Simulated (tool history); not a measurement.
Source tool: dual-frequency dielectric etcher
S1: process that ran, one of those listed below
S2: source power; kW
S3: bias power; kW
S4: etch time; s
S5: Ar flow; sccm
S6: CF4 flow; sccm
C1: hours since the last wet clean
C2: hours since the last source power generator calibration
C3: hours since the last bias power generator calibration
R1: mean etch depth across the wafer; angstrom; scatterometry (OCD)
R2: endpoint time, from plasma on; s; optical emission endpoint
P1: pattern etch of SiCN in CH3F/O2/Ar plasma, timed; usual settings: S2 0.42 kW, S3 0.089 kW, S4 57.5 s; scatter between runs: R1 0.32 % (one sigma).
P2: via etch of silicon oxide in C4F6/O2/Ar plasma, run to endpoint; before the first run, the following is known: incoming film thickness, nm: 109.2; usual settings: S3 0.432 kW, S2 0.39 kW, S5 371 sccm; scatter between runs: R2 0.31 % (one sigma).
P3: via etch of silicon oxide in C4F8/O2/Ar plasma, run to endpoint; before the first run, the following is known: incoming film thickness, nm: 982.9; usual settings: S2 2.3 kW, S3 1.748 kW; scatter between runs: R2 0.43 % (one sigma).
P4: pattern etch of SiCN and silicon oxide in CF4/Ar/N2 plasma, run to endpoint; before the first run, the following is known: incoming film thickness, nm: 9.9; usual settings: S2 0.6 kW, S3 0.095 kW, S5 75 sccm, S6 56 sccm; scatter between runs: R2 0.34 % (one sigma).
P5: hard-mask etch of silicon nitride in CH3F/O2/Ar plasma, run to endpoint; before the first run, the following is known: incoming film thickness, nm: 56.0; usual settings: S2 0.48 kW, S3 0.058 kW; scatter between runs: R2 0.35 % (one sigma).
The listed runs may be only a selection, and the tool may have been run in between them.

{"run": 1, "hour": 6.1, "S1": "P1", "S2": 0.42, "S3": 0.089, "S4": 57.5, "C1": 276.1, "C2": 750.8, "C3": 427, "R1": 238.95}
{"run": 2, "hour": 14.4, "S1": "P1", "S2": 0.42, "S3": 0.089, "S4": 83, "C1": 284.4, "C2": 759.1, "C3": 435.3, "R1": 344.21}
{"run": 3, "hour": 21.6, "S1": "P4", "S2": 0.6, "S3": 0.095, "S5": 99, "S6": 56, "C1": 291.6, "C2": 766.3, "C3": 442.5, "R2": 8.4864}
{"run": 4, "hour": 31.9, "S1": "P1", "S2": 0.42, "S3": 0.089, "S4": 57.5, "C1": 301.9, "C2": 776.6, "C3": 452.8, "R1": 236.86}
{"run": 5, "hour": 41.8, "S1": "P5", "S2": 0.48, "S3": 0.058, "C1": 311.8, "C2": 786.5, "C3": 462.7, "R2": 82.035}
{"run": 6, "hour": 53.9, "S1": "P2", "S2": 0.39, "S3": 0.432, "S5": 481, "C1": 323.9, "C2": 798.6, "C3": 474.8, "R2": 26.87}
{"run": 7, "hour": 63.2, "S1": "P3", "S2": 2.3, "S3": 1.748, "C1": 333.2, "C2": 807.9, "C3": 484.1, "R2": 191.89}
{"run": 8, "hour": 73.4, "S1": "P2", "S2": 0.31, "S3": 0.432, "S5": 371, "C1": 343.4, "C2": 818.1, "C3": 494.3, "R2": 28.332}
{"run": 9, "hour": 85.1, "S1": "P4", "S2": 0.6, "S3": 0.095, "S5": 75, "S6": 75, "C1": 355.1, "C2": 829.8, "C3": 506, "R2": 7.8182}
{"hour": 89.6, "done": "wet clean of the chamber"}
{"run": 10, "hour": 93.7, "S1": "P1", "S2": 0.29, "S3": 0.089, "S4": 42.5, "C1": 4.2, "C2": 838.4, "C3": 514.6, "R1": 153.56}
{"run": 11, "hour": 100.2, "S1": "P1", "S2": 0.42, "S3": 0.089, "S4": 57.5, "C1": 10.7, "C2": 844.9, "C3": 521.1, "R1": 238.93}
{"run": 12, "hour": 111.3, "S1": "P1", "S2": 0.42, "S3": 0.066, "S4": 81, "C1": 21.8, "C2": 856, "C3": 532.2, "R1": 301.16}
{"run": 13, "hour": 120.9, "S1": "P1", "S2": 0.27, "S3": 0.089, "S4": 57.5, "C1": 31.4, "C2": 865.6, "C3": 541.8, "R1": 202.81}
{"run": 14, "hour": 132.9, "S1": "P2", "S2": 0.39, "S3": 0.606, "S5": 371, "C1": 43.4, "C2": 877.6, "C3": 553.8, "R2": 22.859}
{"run": 15, "hour": 143.6, "S1": "P3", "S2": 2.3, "S3": 2.308, "C1": 54.1, "C2": 888.3, "C3": 564.5, "R2": 177.71}
{"run": 16, "hour": 153.4, "S1": "P1", "S2": 0.57, "S3": 0.089, "S4": 57.5, "C1": 63.9, "C2": 898.1, "C3": 574.3, "R1": 266.28}
{"run": 17, "hour": 163.8, "S1": "P3", "S2": 2.99, "S3": 1.748, "C1": 74.3, "C2": 908.5, "C3": 584.7, "R2": 173.54}
{"run": 18, "hour": 174.9, "S1": "P1", "S2": 0.42, "S3": 0.068, "S4": 57.5, "C1": 85.4, "C2": 919.6, "C3": 595.8, "R1": 215.57}
{"run": 19, "hour": 185.9, "S1": "P5", "S2": 0.58, "S3": 0.058, "C1": 96.4, "C2": 930.6, "C3": 606.8, "R2": 76.537}
{"run": 20, "hour": 192.0, "S1": "P1", "S2": 0.32, "S3": 0.112, "S4": 57.5, "C1": 102.5, "C2": 936.7, "C3": 612.9, "R1": 234.87}
{"run": 21, "hour": 200.9, "S1": "P1", "S2": 0.42, "S3": 0.089, "S4": 57.5, "C1": 111.4, "C2": 945.6, "C3": 621.8, "R1": 238.48}
{"run": 22, "hour": 208.0, "S1": "P1", "S2": 0.42, "S3": 0.089, "S4": 57.5, "C1": 118.5, "C2": 952.7, "C3": 628.9, "R1": 238.78}
{"run": 23, "hour": 213.5, "S1": "P4", "S2": 0.74, "S3": 0.095, "S5": 75, "S6": 56, "C1": 124, "C2": 958.2, "C3": 634.4, "R2": 6.8012}
{"run": 24, "hour": 225.3, "S1": "P4", "S2": 0.6, "S3": 0.056, "S5": 75, "S6": 56, "C1": 135.8, "C2": 970, "C3": 646.2, "R2": 9.6736}
{"run": 25, "hour": 237.0, "S1": "P1", "S2": 0.42, "S3": 0.089, "S4": 57.5, "C1": 147.5, "C2": 981.7, "C3": 657.9, "R1": 237.51}
{"run": 26, "hour": 243.8, "S1": "P2", "S2": 0.39, "S3": 0.432, "S5": 371, "C1": 154.3, "C2": 988.5, "C3": 664.7, "R2": 25.953}
{"run": 27, "hour": 255.7, "S1": "P3", "S2": 2.3, "S3": 1.748, "C1": 166.2, "C2": 1000.4, "C3": 676.6, "R2": 192.63}
{"run": 28, "hour": 263.1, "S1": "P5", "S2": 0.48, "S3": 0.035, "C1": 173.6, "C2": 1007.8, "C3": 684, "R2": 96.786}
{"run": 29, "hour": 273.7, "S1": "P1", "S2": 0.42, "S3": 0.089, "S4": 44, "C1": 184.2, "C2": 1018.4, "C3": 694.6, "R1": 182.54}
{"run": 30, "hour": 284.7, "S1": "P1", "S2": 0.42, "S3": 0.089, "S4": 57.5, "C1": 195.2, "C2": 1029.4, "C3": 705.6, "R1": 239.47}
{"run": 31, "hour": 291.0, "S1": "P4", "S2": 0.6, "S3": 0.095, "S5": 75, "S6": 56, "C1": 201.5, "C2": 1035.7, "C3": 711.9, "R2": 8.1299}
{"run": 32, "hour": 301.0, "S1": "P1", "S2": 0.42, "S3": 0.114, "S4": 57.5, "C1": 211.5, "C2": 1045.7, "C3": 721.9, "R1": 261.99}
{"run": 33, "hour": 308.2, "S1": "P1", "S2": 0.42, "S3": 0.089, "S4": 57.5, "C1": 218.7, "C2": 1052.9, "C3": 729.1, "R1": 236.96}
{"run": 34, "hour": 318.3, "S1": "P1", "S2": 0.42, "S3": 0.089, "S4": 57.5, "C1": 228.8, "C2": 1063, "C3": 739.2, "R1": 236.18}
{"run": 35, "hour": 323.8, "S1": "P1", "S2": 0.42, "S3": 0.089, "S4": 57.5, "C1": 234.3, "C2": 1068.5, "C3": 744.7, "R1": 236.51}
{"run": 36, "hour": 335.5, "S1": "P1", "S2": 0.42, "S3": 0.089, "S4": 57.5, "C1": 246, "C2": 1080.2, "C3": 756.4, "R1": 235.35}
{"hour": 341.8, "done": "wet clean of the chamber"}
{"run": 37, "hour": 344.8, "S1": "P1", "S2": 0.42, "S3": 0.089, "S4": 57.5, "C1": 3.1, "C2": 1089.5, "C3": 765.7, "R1": 234.61}
{"run": 38, "hour": 351.0, "S1": "P1", "S2": 0.42, "S3": 0.089, "S4": 57.5, "C1": 9.3, "C2": 1095.7, "C3": 771.9, "R1": 233.82}
{"run": 39, "hour": 359.8, "S1": "P1", "S2": 0.42, "S3": 0.089, "S4": 57.5, "C1": 18.1, "C2": 1104.5, "C3": 780.7, "R1": 234.09}
{"run": 40, "hour": 370.7, "S1": "P1", "S2": 0.42, "S3": 0.089, "S4": 57.5, "C1": 29, "C2": 1115.4, "C3": 791.6, "R1": 234.41}

P1 has crept away from where it was. The log is fitted equally well by each of these 2 causes, at the sizes shown:
A: bias power that arrives under what is set, % = 4.29
B: source power that arrives under what is set, % = 4.23
The creep began at about hour 308.2.
The rest of the possible causes, and what rules out each one:
chamber walls in a state that lowers the etch rate, %: serviced at hour 341.8, which brought nothing back

The check runs listed below each take one wafer, and their results are still question marks. Under which run would the listed causes lead to clearly different results?
{"run": "check 1", "hour": 381.6, "S1": "P3", "S2": 2.3, "S3": 2.221, "R2": "?"}
{"run": "check 2", "hour": 381.6, "S1": "P4", "S2": 0.6, "S3": 0.062, "S5": 75, "S6": 68, "R2": "?"}
{"run": "check 3", "hour": 381.6, "S1": "P5", "S2": 0.48, "S3": 0.043, "R2": "?"}
{"run": "check 4", "hour": 381.6, "S1": "P2", "S2": 0.39, "S3": 0.592, "S5": 371, "R2": "?"}

Predicted outcomes, by check and by cause:
check=check_1 result=R2 if_A=182.13 if_B=182.96
check=check_2 result=R2 if_A=9.2553 if_B=9.492
check=check_3 result=R2 if_A=91.847 if_B=92.243
check=check_4 result=R2 if_A=23.49 if_B=23.468
Distance between the nearest two causes, measured in the result of the check that separates them most: check 1 0.46 %; check 2 2.53 %; check 3 0.43 %; check 4 0.09 %
Check 2 distinguishes between the causes, while the remaining checks would return nearly the same result for all of them.

Check 2 was carried out, with these results: R2 9.513 s. Which of the listed causes is responsible?

It is B: source power that arrives under what is set, %.
